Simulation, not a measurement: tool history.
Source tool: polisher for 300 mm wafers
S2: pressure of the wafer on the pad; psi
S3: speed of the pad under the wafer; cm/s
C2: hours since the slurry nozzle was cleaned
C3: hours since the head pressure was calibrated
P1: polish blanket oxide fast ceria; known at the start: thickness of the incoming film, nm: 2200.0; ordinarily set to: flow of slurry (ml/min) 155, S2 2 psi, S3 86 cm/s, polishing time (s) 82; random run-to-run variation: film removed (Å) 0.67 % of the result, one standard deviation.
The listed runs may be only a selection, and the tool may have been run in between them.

Run 1, hour 12.1: flow of slurry (ml/min) 155, S2 2 psi, S3 86 cm/s, polishing time (s) 82; wafers polished on this pad 724; C2 210.6; C3 292.2. Result: film removed (Å) 6591.8.
Run 2, hour 18.4: flow of slurry (ml/min) 155, S2 2 psi, S3 48 cm/s, polishing time (s) 82; wafers polished on this pad 799; C2 216.9; C3 298.5. Result: film removed (Å) 3692.7.
Run 3, hour 24.5: flow of slurry (ml/min) 155, S2 2 psi, S3 86 cm/s, polishing time (s) 82; wafers polished on this pad 872; C2 223; C3 304.6. Result: film removed (Å) 6484.6.
Run 4, hour 32.9: flow of slurry (ml/min) 155, S2 2 psi, S3 120 cm/s, polishing time (s) 82; wafers polished on this pad 972; C2 231.4; C3 313. Result: film removed (Å) 9082.5.
Run 5, hour 38.4: flow of slurry (ml/min) 155, S2 1.5 psi, S3 86 cm/s, polishing time (s) 114; wafers polished on this pad 1038; C2 236.9; C3 318.5. Result: film removed (Å) 6936.8.
Run 6, hour 45.4: flow of slurry (ml/min) 155, S2 3.1 psi, S3 86 cm/s, polishing time (s) 82; wafers polished on this pad 1121; C2 243.9; C3 325.5. Result: film removed (Å) 10298.
Run 7, hour 50.9: flow of slurry (ml/min) 155, S2 2 psi, S3 86 cm/s, polishing time (s) 82; wafers polished on this pad 1186; C2 249.4; C3 331. Result: film removed (Å) 6549.9.
Run 8, hour 60: flow of slurry (ml/min) 155, S2 2 psi, S3 86 cm/s, polishing time (s) 82; wafers polished on this pad 1295; C2 258.5; C3 340.1. Result: film removed (Å) 6509.9.
Run 9, hour 65.7: flow of slurry (ml/min) 155, S2 3 psi, S3 86 cm/s, polishing time (s) 42; wafers polished on this pad 1363; C2 264.2; C3 345.8. Result: film removed (Å) 5045.6.
Run 10, hour 77.4: flow of slurry (ml/min) 155, S2 2 psi, S3 86 cm/s, polishing time (s) 82; wafers polished on this pad 1502; C2 275.9; C3 357.5. Result: film removed (Å) 6578.5.
Run 11, hour 83.9: flow of slurry (ml/min) 155, S2 2 psi, S3 86 cm/s, polishing time (s) 37; wafers polished on this pad 1580; C2 282.4; C3 364. Result: film removed (Å) 2934.
Run 12, hour 92.3: flow of slurry (ml/min) 155, S2 2 psi, S3 86 cm/s, polishing time (s) 82; wafers polished on this pad 1680; C2 290.8; C3 372.4. Result: film removed (Å) 6567.4.
Run 13, hour 101.1: flow of slurry (ml/min) 95, S2 2 psi, S3 86 cm/s, polishing time (s) 82; wafers polished on this pad 1784; C2 299.6; C3 381.2. Result: film removed (Å) 5953.9.
Run 14, hour 110.8: flow of slurry (ml/min) 155, S2 1 psi, S3 86 cm/s, polishing time (s) 82; wafers polished on this pad 1900; C2 309.3; C3 390.9. Result: film removed (Å) 3263.6.
Run 15, hour 123: flow of slurry (ml/min) 215, S2 2 psi, S3 86 cm/s, polishing time (s) 82; wafers polished on this pad 2045; C2 321.5; C3 403.1. Result: film removed (Å) 6892.
Run 16, hour 134.4: flow of slurry (ml/min) 155, S2 2 psi, S3 86 cm/s, polishing time (s) 107; wafers polished on this pad 2181; C2 332.9; C3 414.5. Result: film removed (Å) 8566.9.
Run 17, hour 144.1: flow of slurry (ml/min) 155, S2 2 psi, S3 86 cm/s, polishing time (s) 82; wafers polished on this pad 2297; C2 342.6; C3 424.2. Result: film removed (Å) 6531.
Run 18, hour 155.2: flow of slurry (ml/min) 155, S2 2 psi, S3 86 cm/s, polishing time (s) 82; wafers polished on this pad 2429; C2 353.7; C3 435.3. Result: film removed (Å) 6494.3.

Estimate the outcome of run 19 from the log above:
Run 19, hour 165.3: flow of slurry (ml/min) 155, S2 2 psi, S3 86 cm/s, polishing time (s) 82; wafers polished on this pad 2549; C2 363.8; C3 445.4. Result: film removed (Å) ?.

Logged for run 19: film removed (Å) 6292.7.

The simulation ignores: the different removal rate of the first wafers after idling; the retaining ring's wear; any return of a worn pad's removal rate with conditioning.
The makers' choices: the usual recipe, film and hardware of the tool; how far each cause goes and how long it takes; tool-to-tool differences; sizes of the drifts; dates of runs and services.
